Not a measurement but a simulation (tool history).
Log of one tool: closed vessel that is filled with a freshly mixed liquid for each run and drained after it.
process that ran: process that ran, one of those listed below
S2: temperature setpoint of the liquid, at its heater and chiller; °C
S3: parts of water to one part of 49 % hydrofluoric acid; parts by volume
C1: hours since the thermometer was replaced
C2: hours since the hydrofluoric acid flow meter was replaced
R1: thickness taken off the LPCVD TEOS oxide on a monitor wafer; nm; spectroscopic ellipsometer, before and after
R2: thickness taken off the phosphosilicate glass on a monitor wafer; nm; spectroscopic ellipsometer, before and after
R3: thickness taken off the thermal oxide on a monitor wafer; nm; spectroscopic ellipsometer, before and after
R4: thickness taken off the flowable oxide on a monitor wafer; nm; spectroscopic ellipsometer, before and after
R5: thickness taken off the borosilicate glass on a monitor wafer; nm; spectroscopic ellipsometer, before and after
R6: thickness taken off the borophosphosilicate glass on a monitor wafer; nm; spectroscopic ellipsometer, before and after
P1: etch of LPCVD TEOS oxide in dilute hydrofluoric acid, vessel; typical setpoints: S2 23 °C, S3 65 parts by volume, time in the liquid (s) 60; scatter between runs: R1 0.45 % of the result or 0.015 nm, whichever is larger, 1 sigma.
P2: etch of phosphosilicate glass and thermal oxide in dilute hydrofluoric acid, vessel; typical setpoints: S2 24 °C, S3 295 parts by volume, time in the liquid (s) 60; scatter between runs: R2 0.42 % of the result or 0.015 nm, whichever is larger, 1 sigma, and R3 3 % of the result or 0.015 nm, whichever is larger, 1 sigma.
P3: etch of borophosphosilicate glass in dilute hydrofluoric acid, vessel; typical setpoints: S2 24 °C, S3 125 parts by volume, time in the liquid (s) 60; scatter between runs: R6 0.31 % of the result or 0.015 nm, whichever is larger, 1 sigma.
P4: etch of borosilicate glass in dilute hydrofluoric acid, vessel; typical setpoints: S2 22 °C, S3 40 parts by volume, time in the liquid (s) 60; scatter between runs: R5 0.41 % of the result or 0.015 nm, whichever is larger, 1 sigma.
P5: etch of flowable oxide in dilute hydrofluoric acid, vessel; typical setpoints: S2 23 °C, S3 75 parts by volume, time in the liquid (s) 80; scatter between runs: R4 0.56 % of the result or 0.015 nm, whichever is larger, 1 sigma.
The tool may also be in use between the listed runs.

run 1 hour=9.1 | process_that_ran=P1 S2=23 S3=65 time_in_the_liquid_(s)=60 | C1=470.3 C2=189.7 | R1=51.94
run 2 hour=15.2 | process_that_ran=P2 S2=24 S3=295 time_in_the_liquid_(s)=60 | C1=476.4 C2=195.8 | R2=16.318 R3=0.80888
run 3 hour=21.1 | process_that_ran=P5 S2=23 S3=75 time_in_the_liquid_(s)=80 | C1=482.3 C2=201.7 | R4=42.929
run 4 hour=29.5 | process_that_ran=P1 S2=17 S3=65 time_in_the_liquid_(s)=60 | C1=490.7 C2=210.1 | R1=40.469
run 5 hour=38.2 | process_that_ran=P1 S2=17 S3=65 time_in_the_liquid_(s)=35 | C1=499.4 C2=218.8 | R1=23.574
run 6 hour=44.1 | process_that_ran=P5 S2=23 S3=75 time_in_the_liquid_(s)=160 | C1=505.3 C2=224.7 | R4=85.412
run 7 hour=51.5 | process_that_ran=P1 S2=23 S3=105 time_in_the_liquid_(s)=60 | C1=512.7 C2=232.1 | R1=30.667
run 8 hour=62 | process_that_ran=P5 S2=23 S3=75 time_in_the_liquid_(s)=80 | C1=523.2 C2=242.6 | R4=42.997
run 9 hour=70.2 | process_that_ran=P2 S2=24 S3=60 time_in_the_liquid_(s)=60 | C1=531.4 C2=250.8 | R2=104.62 R3=5.0675
run 10 hour=78.5 | process_that_ran=P4 S2=22 S3=40 time_in_the_liquid_(s)=60 | C1=539.7 C2=259.1 | R5=32.24
run 11 hour=83.2 | process_that_ran=P2 S2=31 S3=295 time_in_the_liquid_(s)=60 | C1=544.4 C2=263.8 | R2=20.646 R3=1.0107
run 12 hour=93.7 | process_that_ran=P5 S2=23 S3=120 time_in_the_liquid_(s)=80 | C1=554.9 C2=274.3 | R4=24.996
run 13 hour=103.2 | process_that_ran=P1 S2=23 S3=35 time_in_the_liquid_(s)=60 | C1=564.4 C2=283.8 | R1=101.2
run 14 hour=108 | process_that_ran=P1 S2=23 S3=65 time_in_the_liquid_(s)=60 | C1=569.2 C2=288.6 | R1=52.172
run 15 hour=116.1 | process_that_ran=P4 S2=22 S3=40 time_in_the_liquid_(s)=105 | C1=577.3 C2=296.7 | R5=56.879
run 16 hour=120.8 | process_that_ran=P2 S2=24 S3=295 time_in_the_liquid_(s)=30 | C1=582 C2=301.4 | R2=8.099 R3=0.4032
run 17 hour=130.6 | process_that_ran=P1 S2=23 S3=65 time_in_the_liquid_(s)=30 | C1=591.8 C2=311.2 | R1=26.064
run 18 hour=136.9 | process_that_ran=P1 S2=30 S3=65 time_in_the_liquid_(s)=60 | C1=598.1 C2=317.5 | R1=68.928
run 19 hour=147.5 | process_that_ran=P1 S2=23 S3=65 time_in_the_liquid_(s)=60 | C1=608.7 C2=328.1 | R1=52.65
run 20 hour=153.8 | process_that_ran=P2 S2=24 S3=295 time_in_the_liquid_(s)=60 | C1=615 C2=334.4 | R2=16.318 R3=0.77044
run 21 hour=162.3 | process_that_ran=P5 S2=17 S3=75 time_in_the_liquid_(s)=80 | C1=623.5 C2=342.9 | R4=33.408
run 22 hour=171.8 | process_that_ran=P3 S2=24 S3=125 time_in_the_liquid_(s)=60 | C1=633 C2=352.4 | R6=23.916
run 23 hour=182 | process_that_ran=P3 S2=24 S3=125 time_in_the_liquid_(s)=60 | C1=643.2 C2=362.6 | R6=24.011
run 24 hour=188.4 | process_that_ran=P1 S2=23 S3=65 time_in_the_liquid_(s)=60 | C1=649.6 C2=369 | R1=51.974
run 25 hour=195.8 | process_that_ran=P4 S2=17 S3=40 time_in_the_liquid_(s)=60 | C1=657 C2=376.4 | R5=26.023
run 26 hour=203.2 | process_that_ran=P1 S2=23 S3=65 time_in_the_liquid_(s)=60 | C1=664.4 C2=383.8 | R1=52.044
run 27 hour=209.1 | process_that_ran=P3 S2=24 S3=125 time_in_the_liquid_(s)=30 | C1=670.3 C2=389.7 | R6=11.957
run 28 hour=216.1 | process_that_ran=P1 S2=23 S3=65 time_in_the_liquid_(s)=100 | C1=677.3 C2=396.7 | R1=87.195
run 29 hour=223.5 | process_that_ran=P4 S2=22 S3=40 time_in_the_liquid_(s)=60 | C1=684.7 C2=404.1 | R5=32.268
run 30 hour=229.9 | process_that_ran=P3 S2=32 S3=125 time_in_the_liquid_(s)=60 | C1=691.1 C2=410.5 | R6=32.273
run 31 hour=238.7 | process_that_ran=P4 S2=22 S3=65 time_in_the_liquid_(s)=60 | C1=699.9 C2=419.3 | R5=19.159
run 32 hour=247.6 | process_that_ran=P3 S2=24 S3=50 time_in_the_liquid_(s)=60 | C1=708.8 C2=428.2 | R6=65.484
run 33 hour=254.5 | process_that_ran=P1 S2=23 S3=65 time_in_the_liquid_(s)=60 | C1=715.7 C2=435.1 | R1=52.172
run 34 hour=260.9 | process_that_ran=P1 S2=23 S3=65 time_in_the_liquid_(s)=60 | C1=722.1 C2=441.5 | R1=50.44
run 35 hour=271.5 | process_that_ran=P1 S2=23 S3=65 time_in_the_liquid_(s)=60 | C1=732.7 C2=452.1 | R1=49.084
run 36 hour=277.8 | process_that_ran=P1 S2=23 S3=65 time_in_the_liquid_(s)=60 | C1=739 C2=458.4 | R1=48.751
run 37 hour=286.1 | process_that_ran=P1 S2=23 S3=65 time_in_the_liquid_(s)=60 | C1=747.3 C2=466.7 | R1=48.2
run 38 hour=296.5 | process_that_ran=P1 S2=23 S3=65 time_in_the_liquid_(s)=60 | C1=757.7 C2=477.1 | R1=48.415
run 39 hour=303.3 | process_that_ran=P1 S2=23 S3=65 time_in_the_liquid_(s)=60 | C1=764.5 C2=483.9 | R1=48.837

Something has made what P1 gives creep away from where it was; the 2 causes below, each at its own stated size, fit the log equally well:
A: hydrofluoric acid flow below the setpoint (%) = 6.91
B: liquid colder than its thermometer reads (K) = 1.89
The onset of the drift is placed at about hour 254.5.

Question marks stand in for the results of the 4 check runs listed below, each run on one wafer. Under which run would the listed causes show clearly different results?
run check 1 hour=310.1 | process_that_ran=P4 S2=17.5 S3=40 time_in_the_liquid_(s)=60 | R5=?
run check 2 hour=310.1 | process_that_ran=P5 S2=17 S3=75 time_in_the_liquid_(s)=150 | R4=?
run check 3 hour=310.1 | process_that_ran=P2 S2=29.5 S3=295 time_in_the_liquid_(s)=35 | R2=? R3=?
run check 4 hour=310.1 | process_that_ran=P3 S2=24 S3=65 time_in_the_liquid_(s)=60 | R6=?

Check results expected under each cause:
check=check_1 result=R5 if_A=24.658 if_B=24.461
check=check_2 result=R4 if_A=57.865 if_B=57.637
check=check_3 result=R2 if_A=10.4 if_B=10.751
check=check_3 result=R3 if_A=0.4921 if_B=0.50867
check=check_4 result=R6 if_A=45.757 if_B=45.77
Separation of the two closest causes in each check, using whichever result separates them best: check 1 0.8 %; check 2 0.39 %; check 3 3.31 %; check 4 0.03 %
Check 3 tells the causes apart: in the others they would give nearly the same result.

With check 3 done, the readings were: R2 10.395 nm; R3 0.50007 nm. Identify which of the listed causes applies.

A is the cause: hydrofluoric acid flow below the setpoint (%).
